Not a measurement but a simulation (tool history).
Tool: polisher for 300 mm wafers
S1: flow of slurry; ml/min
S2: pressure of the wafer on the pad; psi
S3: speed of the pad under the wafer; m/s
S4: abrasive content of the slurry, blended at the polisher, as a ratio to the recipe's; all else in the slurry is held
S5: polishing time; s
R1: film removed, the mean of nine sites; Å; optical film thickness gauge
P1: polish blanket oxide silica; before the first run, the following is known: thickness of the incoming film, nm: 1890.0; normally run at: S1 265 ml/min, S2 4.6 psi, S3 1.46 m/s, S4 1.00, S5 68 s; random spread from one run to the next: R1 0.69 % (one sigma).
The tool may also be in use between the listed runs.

| run | day | S1 | S2 | S3 | S4 | S5 | R1 |
|---|---|---|---|---|---|---|---|
| 1 | 0.438 | 265 | 4.6 | 1.46 | 1.00 | 68 | 2982.3 |
| 2 | 1.038 | 265 | 6.8 | 1.46 | 1.25 | 68 | 4895.8 |
| 3 | 1.771 | 265 | 4.6 | 1.12 | 1.25 | 68 | 2673.9 |
| 4 | 2.288 | 265 | 4.6 | 1.46 | 1.00 | 68 | 3002.8 |
| 5 | 2.633 | 265 | 4.6 | 1.46 | 1.00 | 46 | 2040.4 |
| 6 | 3.092 | 265 | 2.4 | 1.46 | 1.00 | 68 | 1580.6 |
| 7 | 3.817 | 265 | 4.6 | 1.46 | 1.00 | 68 | 2995.9 |
|  | 4.100 | slurry blender recalibrated |
| 8 | 4.546 | 390 | 4.6 | 1.46 | 1.00 | 68 | 3076.5 |
| 9 | 5.200 | 265 | 4.6 | 1.46 | 0.55 | 68 | 2179.8 |
| 10 | 5.675 | 265 | 4.6 | 1.46 | 1.00 | 68 | 3030.8 |
| 11 | 6.225 | 265 | 4.6 | 1.90 | 1.00 | 68 | 3755.7 |
| 12 | 6.896 | 265 | 4.6 | 1.46 | 1.00 | 90 | 4002.3 |
| 13 | 7.338 | 265 | 7.2 | 1.46 | 1.00 | 68 | 4691.5 |
|  | 7.588 | head pressure recalibrated |
| 14 | 7.825 | 265 | 4.6 | 0.92 | 1.00 | 68 | 2079.1 |
| 15 | 8.504 | 405 | 4.6 | 1.46 | 1.00 | 40 | 1852.3 |
|  | 8.642 | slurry nozzle cleaned |
| 16 | 8.904 | 160 | 4.6 | 1.46 | 1.00 | 68 | 2797.9 |
| 17 | 9.662 | 265 | 4.6 | 1.46 | 1.00 | 68 | 3033.3 |
| 18 | 10.379 | 265 | 4.6 | 1.46 | 1.20 | 68 | 3268.4 |
| 19 | 10.896 | 265 | 4.6 | 1.46 | 1.00 | 68 | 3015.8 |
| 20 | 11.438 | 265 | 4.6 | 1.46 | 1.00 | 68 | 2872.8 |
| 21 | 12.142 | 265 | 4.6 | 1.46 | 1.00 | 68 | 2787.0 |
| 22 | 12.600 | 265 | 4.6 | 1.46 | 1.00 | 68 | 2739.5 |
| 23 | 13.125 | 265 | 4.6 | 1.46 | 1.00 | 68 | 2699.7 |
|  | 13.217 | slurry nozzle cleaned |
| 24 | 13.542 | 265 | 4.6 | 1.46 | 1.00 | 68 | 2720.2 |
|  | 13.554 | conditioning disc replaced and pad reconditioned |
|  | 13.892 | head pressure recalibrated |
| 25 | 14.250 | 265 | 4.6 | 1.46 | 1.00 | 68 | 2686.9 |
| 26 | 14.717 | 265 | 4.6 | 1.46 | 1.00 | 68 | 2669.8 |
| 27 | 15.075 | 265 | 4.6 | 1.46 | 1.00 | 68 | 2654.6 |
| 28 | 15.604 | 265 | 4.6 | 1.46 | 1.00 | 68 | 2666.6 |
| 29 | 16.067 | 265 | 4.6 | 1.46 | 1.00 | 68 | 2681.1 |

The log shows P1 creeping away from where it was. Any of the 2 causes listed here, at the size stated for it, fits the log just as well as the others:
A: removal rate lost through wear of the pad, % = 11.4
B: abrasive missing from the slurry, % = 22.1
At approximately day 10.896, the process output began to creep.
Every other cause this tool's parts could produce, and why it does not fit the log:
slurry flow missing at the pad, %: maintenance at day 13.217, after the shift began, did not return the process to its former output
head's pressure below its setpoint, %: maintenance at day 13.892, after the shift began, did not return the process to its former output
time polished since the conditioner stopped cutting, s: maintenance at day 13.554, after the shift began, did not return the process to its former output

Which of the check runs below tells the causes apart, meaning the causes would give it clearly different results? Each run uses 5 wafers whose results are averaged, and each result is shown as a question mark.
| check 1 | 16.529 | 180 | 4.6 | 1.46 | 1.00 | 68 | ? |
| check 2 | 16.529 | 355 | 4.6 | 1.46 | 0.65 | 68 | ? |
| check 3 | 16.529 | 325 | 2.5 | 1.46 | 1.00 | 68 | ? |
| check 4 | 16.529 | 265 | 7.0 | 1.46 | 1.00 | 68 | ? |

What each check would give under each cause:
| check | result | if A | if B |
|---|---|---|---|
| check 1 | R1 | 2542.7 | 2542.1 |
| check 2 | R1 | 2196.5 | 2138.3 |
| check 3 | R1 | 1475.6 | 1475.2 |
| check 4 | R1 | 4055.4 | 4054.4 |
Smallest distance between any two causes, each pair judged by its most separating result, in per cent: check 1 0.03 %; check 2 2.68 %; check 3 0.03 %; check 4 0.03 %
The causes can be told apart only by check 2. The other checks would give nearly the same results under each of them.

With check 2 done, the readings were: R1 2200.2 Å. Identify which of the listed causes applies.

The correct cause is A, namely: removal rate lost through wear of the pad, %.
